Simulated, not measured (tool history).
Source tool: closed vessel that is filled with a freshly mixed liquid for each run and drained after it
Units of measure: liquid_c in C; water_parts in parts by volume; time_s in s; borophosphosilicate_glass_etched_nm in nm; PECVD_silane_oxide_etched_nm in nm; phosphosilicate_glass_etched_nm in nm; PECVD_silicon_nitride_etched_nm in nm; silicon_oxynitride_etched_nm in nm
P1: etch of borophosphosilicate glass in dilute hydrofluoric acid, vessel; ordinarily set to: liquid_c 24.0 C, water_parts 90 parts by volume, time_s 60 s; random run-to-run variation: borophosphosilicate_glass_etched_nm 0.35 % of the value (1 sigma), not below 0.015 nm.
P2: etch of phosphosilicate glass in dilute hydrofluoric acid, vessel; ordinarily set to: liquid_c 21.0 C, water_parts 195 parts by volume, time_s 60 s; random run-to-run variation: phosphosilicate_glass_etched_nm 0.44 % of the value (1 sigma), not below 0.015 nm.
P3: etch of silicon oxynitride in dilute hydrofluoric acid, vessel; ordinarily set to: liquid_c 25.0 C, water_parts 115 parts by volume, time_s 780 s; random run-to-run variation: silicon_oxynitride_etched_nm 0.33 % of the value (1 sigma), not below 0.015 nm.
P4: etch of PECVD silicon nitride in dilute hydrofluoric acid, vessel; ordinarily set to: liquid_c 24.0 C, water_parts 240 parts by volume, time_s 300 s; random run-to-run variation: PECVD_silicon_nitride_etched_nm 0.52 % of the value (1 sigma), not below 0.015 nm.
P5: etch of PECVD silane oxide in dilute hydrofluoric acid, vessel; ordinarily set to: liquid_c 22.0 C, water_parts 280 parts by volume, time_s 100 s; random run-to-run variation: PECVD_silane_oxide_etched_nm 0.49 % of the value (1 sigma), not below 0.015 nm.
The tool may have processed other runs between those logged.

| run | hour | process | liquid_c | water_parts | time_s | borophosphosilicate_glass_etched_nm | PECVD_silane_oxide_etched_nm | phosphosilicate_glass_etched_nm | PECVD_silicon_nitride_etched_nm | silicon_oxynitride_etched_nm |
|---|---|---|---|---|---|---|---|---|---|---|
| 1 | 14.2 | P1 | 24.0 | 90 | 60 | 36.096 |  |  |  |  |
| 2 | 28.9 | P5 | 22.0 | 105 | 100 |  | 27.7900 |  |  |  |
| 3 | 43.4 | P2 | 21.0 | 335 | 60 |  |  | 10.628 |  |  |
| 4 | 58.7 | P4 | 24.0 | 240 | 300 |  |  |  | 5.9507 |  |
| 5 | 69.5 | P2 | 17.0 | 195 | 60 |  |  | 17.812 |  |  |
| 6 | 80.8 | P1 | 18.5 | 90 | 60 | 28.837 |  |  |  |  |
| 7 | 89.1 | P5 | 22.0 | 280 | 170 |  | 14.8330 |  |  |  |
| 8 | 104.3 | P1 | 24.0 | 90 | 60 | 36.366 |  |  |  |  |
| 9 | 115.8 | P3 | 33.5 | 115 | 780 |  |  |  |  | 26.3880 |
| 10 | 126.4 | P2 | 21.0 | 195 | 60 |  |  | 20.800 |  |  |
| 11 | 143.5 | P5 | 22.0 | 280 | 100 |  | 8.6611 |  |  |  |
| 12 | 151.4 | P4 | 24.0 | 90 | 300 |  |  |  | 15.6690 |  |
| 13 | 168.2 | P4 | 24.0 | 240 | 300 |  |  |  | 5.9495 |  |
| 14 | 179.4 | P1 | 24.0 | 90 | 60 | 36.233 |  |  |  |  |
| 15 | 191.1 | P5 | 17.0 | 280 | 100 |  | 7.2365 |  |  |  |
| 16 | 199.9 | P1 | 24.0 | 20 | 60 | 178.860 |  |  |  |  |
| 17 | 211.2 | P1 | 32.5 | 90 | 60 | 50.399 |  |  |  |  |
| 18 | 221.4 | P1 | 24.0 | 90 | 60 | 36.292 |  |  |  |  |
| 19 | 231.8 | P1 | 24.0 | 90 | 30 | 18.036 |  |  |  |  |
| 20 | 243.5 | P2 | 21.0 | 195 | 60 |  |  | 20.839 |  |  |
|  | 247.0 | thermometer replaced |
| 21 | 260.0 | P2 | 21.0 | 195 | 105 |  |  | 36.598 |  |  |
| 22 | 272.5 | P1 | 24.0 | 90 | 60 | 36.494 |  |  |  |  |
| 23 | 286.0 | P3 | 25.0 | 115 | 780 |  |  |  |  | 18.1070 |
| 24 | 297.1 | P1 | 24.0 | 90 | 60 | 36.198 |  |  |  |  |
| 25 | 305.4 | P1 | 24.0 | 90 | 85 | 51.275 |  |  |  |  |
| 26 | 312.8 | P3 | 25.0 | 65 | 780 |  |  |  |  | 33.4380 |
| 27 | 329.9 | P1 | 24.0 | 160 | 60 | 18.640 |  |  |  |  |
| 28 | 341.7 | P3 | 25.0 | 115 | 780 |  |  |  |  | 18.0250 |
| 29 | 350.2 | P3 | 25.0 | 115 | 275 |  |  |  |  | 6.3963 |
| 30 | 360.4 | P4 | 24.0 | 240 | 545 |  |  |  | 10.8680 |  |
| 31 | 371.4 | P4 | 31.0 | 240 | 300 |  |  |  | 9.0196 |  |
| 32 | 380.8 | P1 | 30.5 | 90 | 85 | 66.056 |  |  |  |  |
| 33 | 390.7 | P1 | 24.0 | 90 | 60 | 36.112 |  |  |  |  |
| 34 | 400.7 | P1 | 24.0 | 90 | 60 | 36.345 |  |  |  |  |
| 35 | 412.1 | P1 | 24.0 | 90 | 60 | 37.118 |  |  |  |  |
| 36 | 428.5 | P1 | 24.0 | 90 | 60 | 37.905 |  |  |  |  |
| 37 | 438.9 | P1 | 24.0 | 90 | 60 | 38.251 |  |  |  |  |
| 38 | 451.2 | P1 | 24.0 | 90 | 60 | 38.335 |  |  |  |  |
| 39 | 459.5 | P1 | 24.0 | 90 | 60 | 38.560 |  |  |  |  |
| 40 | 474.8 | P1 | 24.0 | 90 | 60 | 38.750 |  |  |  |  |
| 41 | 482.3 | P1 | 24.0 | 90 | 60 | 38.989 |  |  |  |  |
| 42 | 498.0 | P1 | 24.0 | 90 | 60 | 38.730 |  |  |  |  |
| 43 | 514.6 | P1 | 24.0 | 90 | 60 | 38.941 |  |  |  |  |
| 44 | 523.0 | P1 | 24.0 | 90 | 60 | 38.851 |  |  |  |  |

P1 no longer gives what it gave before; its output has crept away from where it was. The following 2 causes, each at its listed size, fit the log equally well:
A: liquid hotter than its thermometer reads (K) = 1.85
B: hydrofluoric acid flow above the setpoint (%) = 6.81
Onset of the creep was near hour 400.7.

Listed below are the offered check runs, one wafer per run, with question marks in place of results. For which of them would the causes give clearly different outcomes?
| check 1 | 531.4 | P3 | 31.0 | 115 | 780 |  |  |  |  | ? |
| check 2 | 531.4 | P5 | 17.0 | 280 | 145 |  | ? |  |  |  |
| check 3 | 531.4 | P2 | 17.0 | 195 | 60 |  |  | ? |  |  |
| check 4 | 531.4 | P4 | 24.0 | 105 | 300 |  |  |  | ? |  |

Check results expected under each cause:
| check | result | if A | if B |
|---|---|---|---|
| check 1 | silicon_oxynitride_etched_nm | 25.6760 | 25.4940 |
| check 2 | PECVD_silane_oxide_etched_nm | 11.2110 | 11.3370 |
| check 3 | phosphosilicate_glass_etched_nm | 19.206 | 19.285 |
| check 4 | PECVD_silicon_nitride_etched_nm | 15.2320 | 14.4060 |
Smallest distance between any two causes, each pair judged by its most separating result, in per cent: check 1 0.71 %; check 2 1.11 %; check 3 0.41 %; check 4 5.57 %
Of the check runs offered, only check 4 discriminates between the causes; the rest would read about the same regardless of which cause applies.

Running check 4 produced the following: PECVD_silicon_nitride_etched_nm 15.1100 nm. Which one of the listed causes fits?

It was cause A: liquid hotter than its thermometer reads (K).
